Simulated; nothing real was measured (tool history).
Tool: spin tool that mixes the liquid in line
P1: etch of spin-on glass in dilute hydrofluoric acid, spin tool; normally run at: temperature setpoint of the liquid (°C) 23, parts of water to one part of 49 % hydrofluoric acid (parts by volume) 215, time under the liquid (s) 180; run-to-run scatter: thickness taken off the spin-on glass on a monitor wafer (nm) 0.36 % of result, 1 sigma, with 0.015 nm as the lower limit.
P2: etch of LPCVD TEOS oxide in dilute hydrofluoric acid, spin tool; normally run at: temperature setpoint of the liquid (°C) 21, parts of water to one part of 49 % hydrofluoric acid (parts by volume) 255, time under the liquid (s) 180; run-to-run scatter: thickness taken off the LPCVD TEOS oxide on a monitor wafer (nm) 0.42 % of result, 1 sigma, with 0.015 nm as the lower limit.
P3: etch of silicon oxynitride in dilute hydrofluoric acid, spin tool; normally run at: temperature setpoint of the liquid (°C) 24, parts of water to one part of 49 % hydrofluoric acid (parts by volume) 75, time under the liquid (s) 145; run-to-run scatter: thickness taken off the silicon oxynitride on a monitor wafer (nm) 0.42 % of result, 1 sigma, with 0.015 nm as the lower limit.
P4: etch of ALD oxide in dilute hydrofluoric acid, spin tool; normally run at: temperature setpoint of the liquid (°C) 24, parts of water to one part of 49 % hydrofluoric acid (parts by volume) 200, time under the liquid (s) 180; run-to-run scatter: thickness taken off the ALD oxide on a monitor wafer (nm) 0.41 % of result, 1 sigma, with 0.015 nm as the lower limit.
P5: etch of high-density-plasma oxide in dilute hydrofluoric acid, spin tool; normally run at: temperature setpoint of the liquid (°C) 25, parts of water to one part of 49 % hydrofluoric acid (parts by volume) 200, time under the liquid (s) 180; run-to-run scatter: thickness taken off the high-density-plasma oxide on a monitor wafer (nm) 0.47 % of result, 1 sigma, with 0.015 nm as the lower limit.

run,hour,process that ran,temperature setpoint of the liquid (°C),parts of water to one part of 49 % hydrofluoric acid (parts by volume),time under the liquid (s),thickness taken off the spin-on glass on a monitor wafer (nm),thickness taken off the high-density-plasma oxide on a monitor wafer (nm),thickness taken off the silicon oxynitride on a monitor wafer (nm),thickness taken off the LPCVD TEOS oxide on a monitor wafer (nm),thickness taken off the ALD oxide on a monitor wafer (nm)
1,3.7,P1,23,215,180,33.267,,,,
2,8.5,P5,25,200,180,,4.2182,,,
3,12.1,P1,23,215,180,33.155,,,,
4,16.3,P3,24,130,145,,,5.2067,,
5,19,P3,24,75,145,,,9.4423,,
6,22.7,P2,21,395,180,,,,14.192,
7,26.5,P2,28,255,180,,,,31.801,
8,29,P4,24,200,180,,,,,12.507
9,31.4,P5,25,200,40,,0.95685,,,
10,35.9,P2,21,255,180,,,,24.608,
11,39.6,P3,24,75,25,,,1.6339,,
12,44.1,P3,24,75,145,,,9.4016,,
13,47.7,P5,32.5,200,180,,5.512,,,
14,52.2,P1,23,215,180,33.128,,,,
15,54.9,P1,29,215,180,41.276,,,,
16,57.2,P4,24,200,320,,,,,22.41
17,60.6,P1,23,385,180,15.627,,,,
18,64.5,P5,25,200,180,,4.259,,,
19,69.3,P4,18,200,180,,,,,9.8765
20,73.4,P2,21,255,180,,,,24.761,
21,76.7,P4,24,200,180,,,,,12.534
22,79.3,P4,24,85,180,,,,,33.225
23,84.4,P5,25,315,180,,2.4098,,,
24,87.9,P1,23,215,180,33.064,,,,
25,90.2,P1,23,215,325,59.542,,,,
26,92.9,P1,29.5,215,315,73.232,,,,

What will run 27 give?
27,95.5,P1,23,215,180,?,,,,

thickness taken off the spin-on glass on a monitor wafer (nm): 33.166
